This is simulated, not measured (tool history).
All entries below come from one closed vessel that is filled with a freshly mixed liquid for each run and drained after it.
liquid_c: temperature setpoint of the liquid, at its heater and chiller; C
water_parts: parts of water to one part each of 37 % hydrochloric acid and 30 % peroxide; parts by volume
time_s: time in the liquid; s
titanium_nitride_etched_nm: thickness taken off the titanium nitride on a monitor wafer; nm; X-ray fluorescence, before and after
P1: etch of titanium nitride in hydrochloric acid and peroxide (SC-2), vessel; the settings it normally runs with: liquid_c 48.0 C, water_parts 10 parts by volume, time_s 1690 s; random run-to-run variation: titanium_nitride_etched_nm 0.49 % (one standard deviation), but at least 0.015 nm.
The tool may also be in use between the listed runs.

| run | hour | liquid_c | water_parts | time_s | titanium_nitride_etched_nm |
|---|---|---|---|---|---|
| 1 | 18.3 | 48.0 | 10 | 1690 | 47.7520 |
| 2 | 36.7 | 57.5 | 14 | 1690 | 66.2330 |
| 3 | 55.6 | 35.0 | 10 | 1690 | 18.9580 |
| 4 | 73.9 | 48.0 | 10 | 1690 | 47.6770 |
| 5 | 83.0 | 56.0 | 10 | 1690 | 80.6860 |
| 6 | 94.7 | 48.0 | 10 | 3140 | 88.5070 |
| 7 | 108.3 | 48.0 | 17 | 1690 | 29.9190 |
| 8 | 124.4 | 48.0 | 10 | 1690 | 47.7440 |
| 9 | 138.1 | 48.0 | 10 | 1690 | 47.4420 |
| 10 | 147.1 | 48.0 | 4 | 1690 | 95.5920 |
| 11 | 155.3 | 48.0 | 10 | 100 | 2.7931 |
| 12 | 174.2 | 48.0 | 10 | 1690 | 47.5880 |
| 13 | 184.5 | 48.0 | 10 | 1690 | 46.3970 |
| 14 | 203.3 | 48.0 | 10 | 1690 | 44.8230 |
| 15 | 215.3 | 48.0 | 10 | 1690 | 44.2150 |
|  | 220.2 | new drum of peroxide connected |
| 16 | 229.5 | 48.0 | 10 | 1690 | 43.6770 |
| 17 | 240.6 | 48.0 | 10 | 1690 | 44.0190 |
| 18 | 249.8 | 48.0 | 10 | 1690 | 43.4350 |
| 19 | 261.1 | 48.0 | 10 | 1690 | 43.5620 |
| 20 | 273.2 | 48.0 | 10 | 1690 | 44.0440 |
| 21 | 284.4 | 48.0 | 10 | 1690 | 43.0980 |

P1 has crept away from where it was. The log is fitted equally well by each of these 2 causes, at the sizes shown:
A: liquid colder than its thermometer reads (K) = 1.35
B: chemicals flow below the setpoint (%) = 10.3
At approximately hour 174.2, the process output began to creep.
Other possible causes, and why each is ruled out:
peroxide weaker than its label (%): maintenance at hour 220.2, after the shift began, did not return the process to its former output

Which of the check runs below tells the causes apart, meaning the causes would give it clearly different results? Each run uses 2 wafers whose results are averaged, and each result is shown as a question mark.
| check 1 | 295.6 | 36.5 | 4.0 | 1690 | ? |
| check 2 | 295.6 | 48.0 | 13.5 | 105 | ? |
| check 3 | 295.6 | 39.0 | 17.0 | 1690 | ? |
| check 4 | 295.6 | 48.0 | 16.5 | 210 | ? |

Outcome of each check run for each possible cause:
| check | result | if A | if B |
|---|---|---|---|
| check 1 | titanium_nitride_etched_nm | 38.5440 | 39.5100 |
| check 2 | titanium_nitride_etched_nm | 2.0883 | 2.0804 |
| check 3 | titanium_nitride_etched_nm | 14.5970 | 14.5830 |
| check 4 | titanium_nitride_etched_nm | 3.4993 | 3.4783 |
Per check, the gap between the least separated pair of causes, taken in the result that splits them most: check 1 2.47 %; check 2 0.38 %; check 3 0.09 %; check 4 0.6 %
Only check 1 tells the causes apart: in the others they would give nearly the same result.

After running check 1, the following was obtained: titanium_nitride_etched_nm 39.6180 nm. Which cause does this point to?

It is B: chemicals flow below the setpoint (%).

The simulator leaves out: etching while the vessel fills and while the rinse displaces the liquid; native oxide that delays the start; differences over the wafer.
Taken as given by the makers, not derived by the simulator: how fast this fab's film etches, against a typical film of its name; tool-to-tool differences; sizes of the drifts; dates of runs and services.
